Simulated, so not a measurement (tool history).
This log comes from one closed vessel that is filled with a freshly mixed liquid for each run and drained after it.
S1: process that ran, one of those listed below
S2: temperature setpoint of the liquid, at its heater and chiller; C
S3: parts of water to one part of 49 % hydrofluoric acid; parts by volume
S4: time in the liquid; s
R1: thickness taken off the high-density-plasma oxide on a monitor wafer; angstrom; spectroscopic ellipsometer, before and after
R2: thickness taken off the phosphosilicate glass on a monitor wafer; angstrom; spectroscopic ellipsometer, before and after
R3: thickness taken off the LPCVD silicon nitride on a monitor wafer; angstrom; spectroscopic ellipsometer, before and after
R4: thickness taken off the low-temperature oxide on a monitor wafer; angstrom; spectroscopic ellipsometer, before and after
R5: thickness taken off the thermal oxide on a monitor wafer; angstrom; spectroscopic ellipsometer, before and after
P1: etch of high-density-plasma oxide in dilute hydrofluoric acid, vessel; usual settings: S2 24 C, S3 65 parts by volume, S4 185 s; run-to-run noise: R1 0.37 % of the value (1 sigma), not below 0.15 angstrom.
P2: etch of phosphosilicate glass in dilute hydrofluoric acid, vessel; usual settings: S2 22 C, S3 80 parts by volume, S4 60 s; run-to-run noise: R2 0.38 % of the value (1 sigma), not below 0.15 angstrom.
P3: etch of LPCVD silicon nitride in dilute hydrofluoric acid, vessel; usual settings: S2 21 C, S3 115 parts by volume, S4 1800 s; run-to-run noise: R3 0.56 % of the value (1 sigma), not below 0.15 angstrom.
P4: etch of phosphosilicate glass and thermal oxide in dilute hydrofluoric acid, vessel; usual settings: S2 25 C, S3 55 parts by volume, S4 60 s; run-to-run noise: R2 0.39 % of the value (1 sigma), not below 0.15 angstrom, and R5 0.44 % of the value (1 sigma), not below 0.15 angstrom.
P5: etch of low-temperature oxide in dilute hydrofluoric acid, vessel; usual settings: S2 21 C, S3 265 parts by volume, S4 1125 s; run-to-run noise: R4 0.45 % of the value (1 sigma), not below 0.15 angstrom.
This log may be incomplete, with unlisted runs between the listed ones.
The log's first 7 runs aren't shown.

{"run": 8, "day": 1.8, "S1": "P3", "S2": 21, "S3": 115, "S4": 1800, "R3": 61.684}
{"run": 9, "day": 2.038, "S1": "P5", "S2": 21, "S3": 265, "S4": 285, "R4": 109.2}
{"run": 10, "day": 2.354, "S1": "P1", "S2": 24, "S3": 65, "S4": 75, "R1": 80.578}
{"run": 11, "day": 2.579, "S1": "P2", "S2": 22, "S3": 80, "S4": 30, "R2": 722.38}
{"run": 12, "day": 2.862, "S1": "P3", "S2": 27, "S3": 115, "S4": 1800, "R3": 92.083}
{"run": 13, "day": 3.062, "S1": "P2", "S2": 22, "S3": 25, "S4": 60, "R2": 4980.4}
{"run": 14, "day": 3.346, "S1": "P4", "S2": 19.5, "S3": 55, "S4": 60, "R2": 707.65, "R5": 43.982}
{"run": 15, "day": 3.633, "S1": "P1", "S2": 24, "S3": 65, "S4": 185, "R1": 198.4}
{"run": 16, "day": 3.821, "S1": "P1", "S2": 24, "S3": 65, "S4": 310, "R1": 330.35}
{"run": 17, "day": 4.054, "S1": "P4", "S2": 25, "S3": 55, "S4": 30, "R2": 445, "R5": 28.018}
{"run": 18, "day": 4.279, "S1": "P1", "S2": 30, "S3": 65, "S4": 185, "R1": 251.33}
{"run": 19, "day": 4.517, "S1": "P1", "S2": 18.5, "S3": 65, "S4": 185, "R1": 158.65}
{"run": 20, "day": 4.679, "S1": "P1", "S2": 28, "S3": 65, "S4": 95, "R1": 120}
{"run": 21, "day": 4.938, "S1": "P4", "S2": 25, "S3": 55, "S4": 60, "R2": 899.7, "R5": 55.661}
{"run": 22, "day": 5.108, "S1": "P5", "S2": 21, "S3": 265, "S4": 1125, "R4": 428.7}

Run 23 comes next. What will it give?
{"run": 23, "day": 5.454, "S1": "P5", "S2": 17, "S3": 265, "S4": 1125, "R4": "?"}

R4: 374.96 angstrom
